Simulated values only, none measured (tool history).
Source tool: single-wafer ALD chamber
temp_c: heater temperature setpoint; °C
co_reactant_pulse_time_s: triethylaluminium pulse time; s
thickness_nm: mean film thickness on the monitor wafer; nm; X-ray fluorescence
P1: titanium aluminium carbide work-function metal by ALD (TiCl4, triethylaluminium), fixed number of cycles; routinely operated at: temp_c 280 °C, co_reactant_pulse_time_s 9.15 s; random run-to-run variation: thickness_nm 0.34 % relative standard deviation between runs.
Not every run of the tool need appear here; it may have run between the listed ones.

run	hour	temp_c	co_reactant_pulse_time_s	hours since the last thermocouple change	hours since the last triethylaluminium bottle change	thickness_nm
1	5.5	280	9.15	462.5	288.4	1.7691
2	12.2	280	9.15	469.2	295.1	1.7849
3	16.5	280	9.15	473.5	299.4	1.7715
4	19.8	280	12.67	476.8	302.7	1.8397
5	26.1	280	9.15	483.1	309	1.7833
6	32.2	280	9.15	489.2	315.1	1.7858
7	39.4	258	6.32	496.4	322.3	1.4806
8	42.8	304	9.15	499.8	325.7	1.984
9	46.2	280	4.01	503.2	329.1	1.394
10	51.8	280	9.15	508.8	334.7	1.7904
11	57.1	280	9.15	514.1	340	1.7719
12	61.9	255	9.15	518.9	344.8	1.584
13	66.3	280	9.15	523.3	349.2	1.7882
14	71.8	280	9.15	528.8	354.7	1.7645
15	78.9	280	9.15	535.9	361.8	1.7758
16	84.1	280	9.15	541.1	367	1.76
17	89.9	280	9.15	546.9	372.8	1.7509
18	93.6	280	9.15	550.6	376.5	1.755
19	99	280	9.15	556	381.9	1.7712
20	105.8	280	9.15	562.8	388.7	1.7594
21	110.8	280	9.15	567.8	393.7	1.7528
22	116.8	280	9.15	573.8	399.7	1.7432
23	123.2	280	9.15	580.2	406.1	1.7598
24	130.1	280	9.15	587.1	413	1.7615

The output of P1 has drifted from where it used to be. Each of the 2 causes below, taken at the size shown beside it, accounts for the log equally well:
A: triethylaluminium dose below that of a fresh bottle (%) = 10.3
B: wafer temperature below the value expected at the setpoint (K) = 3.67
The onset of the drift is placed at about hour 66.3.

4 check runs are offered, one wafer each, their results left as question marks. Which one tells the causes apart?
check 1	137	289	9.15			?
check 2	137	259	9.15			?
check 3	137	280	5.11			?
check 4	137	303	9.15			?

What each check would give under each cause:
check	result	if A	if B
check 1	thickness_nm	1.8247	1.8257
check 2	thickness_nm	1.5813	1.5792
check 3	thickness_nm	1.4776	1.5148
check 4	thickness_nm	1.9408	1.9434
Gap, in per cent, between the two causes that each check separates least, read from the result that separates them most: check 1 0.06 %; check 2 0.14 %; check 3 2.49 %; check 4 0.14 %
Check 3 tells the causes apart: in the others they would give nearly the same result.

The results of check 3 are: thickness_nm 1.5115 nm. Based on these, which of the listed causes is it?

It was cause B: wafer temperature below the value expected at the setpoint (K).
